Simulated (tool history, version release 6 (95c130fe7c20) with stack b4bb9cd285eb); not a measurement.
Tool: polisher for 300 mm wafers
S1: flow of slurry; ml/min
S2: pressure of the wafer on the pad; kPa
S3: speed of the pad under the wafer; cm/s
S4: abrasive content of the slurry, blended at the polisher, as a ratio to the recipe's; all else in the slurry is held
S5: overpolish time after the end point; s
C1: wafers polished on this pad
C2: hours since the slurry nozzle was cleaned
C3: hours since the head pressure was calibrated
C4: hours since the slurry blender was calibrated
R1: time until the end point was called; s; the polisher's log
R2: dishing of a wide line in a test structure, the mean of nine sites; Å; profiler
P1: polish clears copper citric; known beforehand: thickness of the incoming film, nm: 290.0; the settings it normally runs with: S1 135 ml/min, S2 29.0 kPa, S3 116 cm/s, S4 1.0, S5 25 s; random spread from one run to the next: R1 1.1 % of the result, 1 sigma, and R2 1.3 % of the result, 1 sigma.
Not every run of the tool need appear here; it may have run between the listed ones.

run   hour   S1    S2   S3   S4  S5    C1     C2     C3     C4       R1      R2
  1    3.2  135  29.0  116  1.0  25   467  439.5  373.2  301.0   75.560  540.08
  2    9.4  105  39.3  116  1.0  25   534  445.7  379.4  307.2   59.168  645.07
  3   14.5  135  29.0  116  1.0  25   589  450.8  384.5  312.3   75.435  537.33
  4   20.8  135  46.2  116  1.0  25   657  457.1  390.8  318.6   47.905  745.44
  5   24.2  135  29.0  116  1.0  25   694  460.5  394.2  322.0   75.830  548.91
  6   27.7  170  29.0  116  1.0  25   732  464.0  397.7  325.5   72.412  568.17
  7   30.8  175  29.0  176  1.0  25   765  467.1  400.8  328.6   47.352  702.03
  8   33.6  135  29.0  116  1.0  25   795  469.9  403.6  331.4   74.453  535.12
  9   37.1   80  29.0  116  1.0  25   833  473.4  407.1  334.9   86.205  502.68
 10   43.3  135  29.0  116  1.0  25   900  479.6  413.3  341.1   75.906  544.29
 11   46.2  135  29.0   62  1.0  25   931  482.5  416.2  344.0  143.610  353.18
 12   49.5  135  29.0  116  1.3  25   967  485.8  419.5  347.3   71.610  560.47
 13   54.9  135  15.9  116  1.0  25  1025  491.2  424.9  352.7  135.250  345.09
 14   59.1   80  21.4  116  1.0  25  1071  495.4  429.1  356.9  114.790  399.10
 15   63.0  135  29.0  116  0.5  25  1113  499.3  433.0  360.8   86.804  495.74
 16   65.9  135  29.0  116  1.0  39  1144  502.2  435.9  363.7   76.702  715.57
 17   71.6  135  29.0  116  1.0   8  1206  507.9  441.6  369.4   74.628  220.65
 18   75.2  135  29.0  152  1.0  25  1245  511.5  445.2  373.0   57.752  649.33
 19   78.7  135  29.0  116  1.0  25  1283  515.0  448.7  376.5   75.452  545.57
 20   83.8  135  29.0  116  1.0  25  1338  520.1  453.8  381.6   79.048  542.58
 21   89.7  135  29.0  116  1.0  25  1401  526.0  459.7  387.5   80.567  525.32
      93.6  -- head pressure recalibrated
 22   94.1  135  29.0  116  1.0  25  1449  530.4    0.6  391.9   81.909  516.75
 23   97.5  135  29.0  116  1.0  25  1486  533.8    4.0  395.3   81.411  512.12
      99.7  -- slurry blender recalibrated
 24  100.9  135  29.0  116  1.0  25  1522  537.2    7.4    1.3   82.613  514.83
 25  106.9  135  29.0  116  1.0  25  1587  543.2   13.4    7.3   82.736  499.10
 26  112.4  135  29.0  116  1.0  25  1647  548.7   18.9   12.8   85.138  512.90
 27  116.8  135  29.0  116  1.0  25  1694  553.1   23.3   17.2   83.896  511.81
 28  120.8  135  29.0  116  1.0  25  1737  557.1   27.3   21.2   82.856  512.46

P1 no longer gives what it gave before; its output has crept away from where it was. The following 2 causes, each at its listed size, fit the log equally well:
A: removal rate lost through wear of the pad, % = 9.38
B: slurry flow missing at the pad, % = 34.8
The process output started creeping at around hour 78.7.
Other possible causes, and why each is ruled out:
head's pressure below its setpoint, %: was serviced at hour 93.6, once the creep was under way, yet the earlier output never came back
abrasive missing from the slurry, %: was serviced at hour 99.7, once the creep was under way, yet the earlier output never came back

Which of the 4 check runs listed below, each an average over 3 wafers with its results shown as question marks, gives clearly different results under the different listed causes?
check 1  124.8  135  29.0  116  0.75  25                   ?   ?
check 2  124.8  135  41.4  116  1.00  10                   ?   ?
check 3  124.8  135  45.5   68  1.00  25                   ?   ?
check 4  124.8   80  41.4  116  1.00  25                   ?   ?

What every check run would give for each of its results, assuming each possible cause in turn:
  check  result    if A    if B
check 1      R1  88.835  88.854
check 1      R2  489.79  489.71
check 2      R1  58.793  58.805
check 2      R2  336.56  336.51
check 3      R1  90.652  90.670
check 3      R2  494.06  493.98
check 4      R1  66.708  70.538
check 4      R2  607.76  585.83
Smallest distance between any two causes, each pair judged by its most separating result, in per cent: check 1 0.02 %; check 2 0.02 %; check 3 0.02 %; check 4 5.58 %
Check 4 tells the causes apart: in the others they would give nearly the same result.

Here is what check 4 returned: R1 67.028 s; R2 613.45 Å. Which cause is it?

Of the candidate causes, it is A: removal rate lost through wear of the pad, %.
